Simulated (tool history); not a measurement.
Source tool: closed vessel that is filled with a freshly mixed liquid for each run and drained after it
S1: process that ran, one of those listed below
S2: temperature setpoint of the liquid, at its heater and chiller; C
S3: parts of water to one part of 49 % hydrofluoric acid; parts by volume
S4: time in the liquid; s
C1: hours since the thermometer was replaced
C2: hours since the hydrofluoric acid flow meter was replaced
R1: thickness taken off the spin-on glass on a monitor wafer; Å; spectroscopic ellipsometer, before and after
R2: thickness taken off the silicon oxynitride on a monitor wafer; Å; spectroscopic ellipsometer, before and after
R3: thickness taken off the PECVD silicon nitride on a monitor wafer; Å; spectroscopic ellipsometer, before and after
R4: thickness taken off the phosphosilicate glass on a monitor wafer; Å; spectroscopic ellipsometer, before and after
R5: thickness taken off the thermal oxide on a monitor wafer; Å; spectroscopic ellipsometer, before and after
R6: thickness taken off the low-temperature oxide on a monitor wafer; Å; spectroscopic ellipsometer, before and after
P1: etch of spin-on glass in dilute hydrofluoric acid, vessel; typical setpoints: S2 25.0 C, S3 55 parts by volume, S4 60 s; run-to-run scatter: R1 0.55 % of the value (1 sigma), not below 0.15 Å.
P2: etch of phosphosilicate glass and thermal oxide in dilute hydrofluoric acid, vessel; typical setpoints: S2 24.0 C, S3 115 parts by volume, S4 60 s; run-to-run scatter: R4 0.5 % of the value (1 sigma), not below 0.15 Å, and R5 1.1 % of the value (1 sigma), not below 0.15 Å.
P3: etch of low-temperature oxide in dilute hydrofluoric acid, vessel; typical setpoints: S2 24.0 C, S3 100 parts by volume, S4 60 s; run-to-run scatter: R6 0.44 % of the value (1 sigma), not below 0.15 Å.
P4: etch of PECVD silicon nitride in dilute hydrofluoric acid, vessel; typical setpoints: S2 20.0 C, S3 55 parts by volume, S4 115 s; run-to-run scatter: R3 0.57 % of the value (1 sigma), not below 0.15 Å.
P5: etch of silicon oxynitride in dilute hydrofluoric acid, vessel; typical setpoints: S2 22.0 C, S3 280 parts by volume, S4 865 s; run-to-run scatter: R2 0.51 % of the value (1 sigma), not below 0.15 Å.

{"run": 1, "hour": 3.2, "S1": "P1", "S2": 25.0, "S3": 55, "S4": 60, "C1": 261.1, "C2": 888.4, "R1": 640.17}
{"run": 2, "hour": 6.7, "S1": "P1", "S2": 25.0, "S3": 55, "S4": 60, "C1": 264.6, "C2": 891.9, "R1": 640.94}
{"run": 3, "hour": 11.3, "S1": "P1", "S2": 25.0, "S3": 100, "S4": 30, "C1": 269.2, "C2": 896.5, "R1": 164.78}
{"run": 4, "hour": 13.6, "S1": "P5", "S2": 22.0, "S3": 280, "S4": 275, "C1": 271.5, "C2": 898.8, "R2": 15.555}
{"run": 5, "hour": 16.4, "S1": "P4", "S2": 20.0, "S3": 55, "S4": 60, "C1": 274.3, "C2": 901.6, "R3": 24.918}
{"run": 6, "hour": 20.2, "S1": "P4", "S2": 20.0, "S3": 55, "S4": 115, "C1": 278.1, "C2": 905.4, "R3": 47.973}
{"run": 7, "hour": 22.7, "S1": "P1", "S2": 19.0, "S3": 55, "S4": 60, "C1": 280.6, "C2": 907.9, "R1": 500.07}
{"run": 8, "hour": 26.2, "S1": "P1", "S2": 25.0, "S3": 55, "S4": 60, "C1": 284.1, "C2": 911.4, "R1": 639.13}
{"run": 9, "hour": 30.6, "S1": "P4", "S2": 20.0, "S3": 55, "S4": 115, "C1": 288.5, "C2": 915.8, "R3": 47.671}
{"run": 10, "hour": 35.5, "S1": "P4", "S2": 20.0, "S3": 25, "S4": 115, "C1": 293.4, "C2": 920.7, "R3": 100.36}
{"run": 11, "hour": 40.6, "S1": "P1", "S2": 25.0, "S3": 55, "S4": 60, "C1": 298.5, "C2": 925.8, "R1": 637.4}
{"hour": 41.4, "done": "thermometer replaced"}
{"run": 12, "hour": 44.0, "S1": "P2", "S2": 20.0, "S3": 115, "S4": 60, "C1": 2.7, "C2": 929.2, "R4": 256.9, "R5": 20.415}
{"run": 13, "hour": 49.0, "S1": "P5", "S2": 22.0, "S3": 410, "S4": 865, "C1": 7.7, "C2": 934.2, "R2": 30.841}
{"run": 14, "hour": 53.1, "S1": "P5", "S2": 22.0, "S3": 280, "S4": 865, "C1": 11.8, "C2": 938.3, "R2": 49.328}
{"run": 15, "hour": 56.6, "S1": "P1", "S2": 25.0, "S3": 55, "S4": 60, "C1": 15.3, "C2": 941.8, "R1": 641.6}
{"run": 16, "hour": 60.1, "S1": "P3", "S2": 24.0, "S3": 100, "S4": 30, "C1": 18.8, "C2": 945.3, "R6": 106.65}
{"run": 17, "hour": 63.2, "S1": "P2", "S2": 24.0, "S3": 115, "S4": 60, "C1": 21.9, "C2": 948.4, "R4": 302.21, "R5": 23.816}
{"run": 18, "hour": 68.1, "S1": "P1", "S2": 29.5, "S3": 55, "S4": 90, "C1": 26.8, "C2": 953.3, "R1": 1137.0}
{"run": 19, "hour": 72.5, "S1": "P4", "S2": 17.0, "S3": 55, "S4": 115, "C1": 31.2, "C2": 957.7, "R3": 38.488}
{"run": 20, "hour": 74.7, "S1": "P2", "S2": 24.0, "S3": 115, "S4": 100, "C1": 33.4, "C2": 959.9, "R4": 504.37, "R5": 39.315}
{"run": 21, "hour": 79.2, "S1": "P1", "S2": 25.0, "S3": 55, "S4": 30, "C1": 37.9, "C2": 964.4, "R1": 317.92}

Expected results for the next run?
{"run": 22, "hour": 83.7, "S1": "P1", "S2": 32.5, "S3": 55, "S4": 60, "C1": 42.4, "C2": 968.9, "R1": "?"}

For run 22 the tool returned R1 857.84 Å.
